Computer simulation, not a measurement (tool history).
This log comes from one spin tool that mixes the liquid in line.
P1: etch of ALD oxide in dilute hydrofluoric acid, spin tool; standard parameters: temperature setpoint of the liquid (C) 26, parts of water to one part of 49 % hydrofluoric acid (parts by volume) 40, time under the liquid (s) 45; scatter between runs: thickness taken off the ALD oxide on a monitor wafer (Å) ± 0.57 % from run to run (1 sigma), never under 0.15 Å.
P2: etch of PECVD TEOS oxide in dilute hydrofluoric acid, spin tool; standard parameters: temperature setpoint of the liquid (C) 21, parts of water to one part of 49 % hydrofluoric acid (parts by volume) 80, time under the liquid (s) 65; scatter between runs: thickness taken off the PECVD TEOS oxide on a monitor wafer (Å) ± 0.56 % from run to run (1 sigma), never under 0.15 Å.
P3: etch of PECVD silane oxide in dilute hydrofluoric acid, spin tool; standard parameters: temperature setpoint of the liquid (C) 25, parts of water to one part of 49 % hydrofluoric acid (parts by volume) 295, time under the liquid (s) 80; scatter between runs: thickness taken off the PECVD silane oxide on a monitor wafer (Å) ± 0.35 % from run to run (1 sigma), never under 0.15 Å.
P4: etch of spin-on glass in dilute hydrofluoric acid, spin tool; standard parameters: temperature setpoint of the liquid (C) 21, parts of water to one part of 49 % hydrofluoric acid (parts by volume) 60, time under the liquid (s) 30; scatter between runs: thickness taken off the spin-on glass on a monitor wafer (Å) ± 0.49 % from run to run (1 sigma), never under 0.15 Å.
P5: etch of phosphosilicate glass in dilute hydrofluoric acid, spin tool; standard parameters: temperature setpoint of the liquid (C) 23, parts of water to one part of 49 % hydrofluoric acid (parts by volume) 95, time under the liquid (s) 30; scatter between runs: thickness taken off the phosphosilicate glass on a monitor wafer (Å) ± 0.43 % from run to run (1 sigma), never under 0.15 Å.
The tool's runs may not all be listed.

run	hour	process that ran	temperature setpoint of the liquid (C)	parts of water to one part of 49 % hydrofluoric acid (parts by volume)	time under the liquid (s)	hours since the thermometer was replaced	hours since the hydrofluoric acid flow meter was replaced	thickness taken off the ALD oxide on a monitor wafer (Å)	thickness taken off the spin-on glass on a monitor wafer (Å)	thickness taken off the phosphosilicate glass on a monitor wafer (Å)	thickness taken off the PECVD silane oxide on a monitor wafer (Å)	thickness taken off the PECVD TEOS oxide on a monitor wafer (Å)
1	7.5	P1	26	40	45	306	444.3	255.71				
2	18.9	P4	21	20	30	317.4	455.7		587.06			
3	25.5	P4	21	60	30	324	462.3		188.57			
4	32.8	P1	26	20	45	331.3	469.6	524.92				
5	46.2	P1	31	40	15	344.7	483	105.04				
6	55	P5	17	95	30	353.5	491.8			220.47		
7	61.5	P1	21	40	15	360	498.3	68.724				
8	70.1	P3	25	295	160	368.6	506.9				138.37	
9	81.9	P2	21	80	15	380.4	518.7					31.005
10	92.3	P1	26	40	45	390.8	529.1	255.32				
11	99.5	P1	26	70	45	398	536.3	140.28				
# hour 103.8: hydrofluoric acid flow meter replaced
12	110.3	P1	26	40	15	408.8	6.5	85.209				
13	121.7	P1	26	20	15	420.2	17.9	174.84				
14	132.3	P5	23	95	15	430.8	28.5			141.87		
15	143	P1	26	40	80	441.5	39.2	454.27				
16	148.8	P4	17	60	30	447.3	45		157.47			
17	157.8	P4	21	60	55	456.3	54		343.26			
18	163.6	P2	21	80	65	462.1	59.8					135.89
19	174.6	P2	21	80	65	473.1	70.8					135.39
20	182.1	P5	23	95	30	480.6	78.3			277.97		
21	189.5	P1	26	40	45	488	85.7	255.73				
22	200.2	P3	18	295	80	498.7	96.4				53.456	
23	208.7	P1	20.5	40	45	507.2	104.9	203.25				
24	219	P1	30.5	40	45	517.5	115.2	304.64				
25	225.8	P5	23	140	30	524.3	122			182.13		
26	239.1	P3	25	170	80	537.6	135.3				136.27	
27	248.2	P2	17	80	65	546.7	144.4					113.91
28	261.4	P4	21	60	30	559.9	157.6		188.03			
29	272.6	P3	25	295	80	571.1	168.8				69.298	
30	282.9	P1	26	40	45	581.4	179.1	254.93				
31	291.1	P2	21	20	65	589.6	187.3					582.26
32	302.4	P1	26	40	45	600.9	198.6	259.63				
33	314.1	P1	26	40	45	612.6	210.3	266.05				
34	327.2	P1	26	40	45	625.7	223.4	274.43				
35	335.4	P1	26	40	45	633.9	231.6	276.41				

Expected results for the next run?
36	347	P1	26	40	45	645.5	243.2	?				

Run 36 gave thickness taken off the ALD oxide on a monitor wafer (Å) 279.95.
